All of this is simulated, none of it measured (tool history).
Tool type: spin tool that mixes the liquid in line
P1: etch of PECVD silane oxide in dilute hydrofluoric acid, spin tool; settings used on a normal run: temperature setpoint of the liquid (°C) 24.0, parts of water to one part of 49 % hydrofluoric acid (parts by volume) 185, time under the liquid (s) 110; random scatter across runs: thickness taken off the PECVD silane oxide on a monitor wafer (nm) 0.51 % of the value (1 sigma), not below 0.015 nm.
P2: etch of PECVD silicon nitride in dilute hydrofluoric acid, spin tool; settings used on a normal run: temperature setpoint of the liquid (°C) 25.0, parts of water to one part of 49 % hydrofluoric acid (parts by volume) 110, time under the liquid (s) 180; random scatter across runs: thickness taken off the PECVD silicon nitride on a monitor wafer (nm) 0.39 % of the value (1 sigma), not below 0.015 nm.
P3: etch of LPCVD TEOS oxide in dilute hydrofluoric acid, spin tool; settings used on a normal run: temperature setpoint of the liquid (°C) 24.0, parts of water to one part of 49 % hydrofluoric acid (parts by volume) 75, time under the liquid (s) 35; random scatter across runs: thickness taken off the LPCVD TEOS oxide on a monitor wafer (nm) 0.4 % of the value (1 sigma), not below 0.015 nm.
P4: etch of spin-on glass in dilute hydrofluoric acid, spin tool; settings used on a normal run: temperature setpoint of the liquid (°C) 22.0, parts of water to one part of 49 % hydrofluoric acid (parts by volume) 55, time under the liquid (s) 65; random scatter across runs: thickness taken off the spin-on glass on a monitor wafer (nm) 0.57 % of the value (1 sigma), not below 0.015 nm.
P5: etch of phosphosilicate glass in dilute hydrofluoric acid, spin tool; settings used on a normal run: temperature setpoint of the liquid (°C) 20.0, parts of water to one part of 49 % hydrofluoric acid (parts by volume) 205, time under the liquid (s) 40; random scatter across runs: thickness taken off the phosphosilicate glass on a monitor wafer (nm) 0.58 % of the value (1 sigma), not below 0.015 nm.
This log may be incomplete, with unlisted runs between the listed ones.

run,hour,process that ran,temperature setpoint of the liquid (°C),parts of water to one part of 49 % hydrofluoric acid (parts by volume),time under the liquid (s),hours since the thermometer was replaced,hours since the hydrofluoric acid flow meter was replaced,thickness taken off the PECVD silane oxide on a monitor wafer (nm),thickness taken off the phosphosilicate glass on a monitor wafer (nm),thickness taken off the spin-on glass on a monitor wafer (nm),thickness taken off the PECVD silicon nitride on a monitor wafer (nm),thickness taken off the LPCVD TEOS oxide on a monitor wafer (nm)
1,4.8,P1,24.0,185,110,697.6,1128.0,14.0590,,,,
2,9.9,P5,20.0,205,70,702.7,1133.1,,52.776,,,
3,15.4,P1,24.0,95,110,708.2,1138.6,30.7100,,,,
4,20.7,P1,31.0,185,45,713.5,1143.9,7.3893,,,,
5,28.5,P4,17.0,55,65,721.3,1151.7,,,29.535,,
6,33.9,P2,25.0,110,180,726.7,1157.1,,,,5.2493,
7,42.3,P3,30.5,75,35,735.1,1165.5,,,,,10.5040
8,46.9,P1,17.0,185,110,739.7,1170.1,10.8360,,,,
9,52.3,P1,24.0,185,110,745.1,1175.5,14.0180,,,,
10,56.7,P1,24.0,185,110,749.5,1179.9,14.1970,,,,
11,64.8,P1,24.0,285,110,757.6,1188.0,8.3046,,,,
12,72.7,P1,24.0,185,110,765.5,1195.9,14.1530,,,,
13,78.8,P1,24.0,185,160,771.6,1202.0,20.6130,,,,
14,83.9,P3,24.0,75,15,776.7,1207.1,,,,,3.5121
15,87.7,P5,20.0,35,40,780.5,1210.9,,208.270,,,
16,94.2,P3,24.0,75,35,787.0,1217.4,,,,,8.2279
17,99.9,P1,24.0,185,110,792.7,1223.1,14.1370,,,,
18,106.7,P5,26.0,205,40,799.5,1229.9,,37.591,,,
19,115.0,P2,25.0,20,180,807.8,1238.2,,,,27.6610,
20,119.6,P1,31.0,305,110,812.4,1242.8,9.6063,,,,
21,123.4,P3,24.0,135,35,816.2,1246.6,,,,,4.2192
# hour 124.6: thermometer replaced
22,130.2,P5,20.0,205,40,5.7,1253.4,,30.171,,,
23,134.6,P2,25.0,110,325,10.1,1257.8,,,,9.4295,
24,140.1,P1,29.0,185,110,15.6,1263.3,16.9040,,,,
25,147.7,P2,31.5,110,180,23.2,1270.9,,,,7.8573,
26,153.0,P2,25.0,110,180,28.5,1276.2,,,,5.1904,
27,159.7,P4,22.0,30,65,35.2,1282.9,,,68.769,,
28,166.3,P4,22.0,55,65,41.8,1289.5,,,36.341,,
29,171.8,P5,20.0,205,40,47.3,1295.0,,30.118,,,
30,178.0,P4,22.0,55,120,53.5,1301.2,,,68.218,,
31,183.8,P1,24.0,185,30,59.3,1307.0,3.8512,,,,
32,191.8,P1,24.0,185,110,67.3,1315.0,14.1760,,,,
33,199.8,P1,24.0,185,110,75.3,1323.0,13.7040,,,,
34,205.5,P1,24.0,185,110,81.0,1328.7,13.7270,,,,
35,213.3,P1,24.0,185,110,88.8,1336.5,13.6130,,,,
36,219.9,P1,24.0,185,110,95.4,1343.1,13.4700,,,,
37,227.1,P1,24.0,185,110,102.6,1350.3,13.4060,,,,
38,231.4,P1,24.0,185,110,106.9,1354.6,13.6050,,,,
39,238.4,P1,24.0,185,110,113.9,1361.6,13.4290,,,,
40,242.2,P1,24.0,185,110,117.7,1365.4,13.3640,,,,
41,249.6,P1,24.0,185,110,125.1,1372.8,13.4220,,,,
42,258.0,P1,24.0,185,110,133.5,1381.2,13.4210,,,,
43,264.9,P1,24.0,185,110,140.4,1388.1,13.3100,,,,

What P1 gives has crept away from where it was. These 2 causes fit the log equally well, each at the size given:
A: liquid colder than its thermometer reads (K) = 1.47
B: hydrofluoric acid flow below the setpoint (%) = 4.47
Creep in the process output first set in at about hour 191.8.

Of the 4 check runs listed below, each run on one wafer and each result written as a question mark, which would let you distinguish the listed causes because they would give clearly different results?
check 1,271.8,P2,25.0,110,180,,,,,,?,
check 2,271.8,P3,24.0,75,35,,,,,,,?
check 3,271.8,P4,22.0,55,65,,,,,?,,
check 4,271.8,P5,20.0,205,40,,,,?,,,

What each check would give under each cause:
check,result,if A,if B
check 1,thickness taken off the PECVD silicon nitride on a monitor wafer (nm),4.7458,4.9935
check 2,thickness taken off the LPCVD TEOS oxide on a monitor wafer (nm),7.7035,7.7770
check 3,thickness taken off the spin-on glass on a monitor wafer (nm),34.257,34.695
check 4,thickness taken off the phosphosilicate glass on a monitor wafer (nm),28.348,28.405
Smallest distance between any two causes, each pair judged by its most separating result, in per cent: check 1 5.09 %; check 2 0.95 %; check 3 1.27 %; check 4 0.2 %
Check 1 is the one run that separates the causes; every other check would come out nearly the same whichever cause is at work.

Here is what check 1 returned: thickness taken off the PECVD silicon nitride on a monitor wafer (nm) 4.9965. Which cause is it?

B is the cause: hydrofluoric acid flow below the setpoint (%).
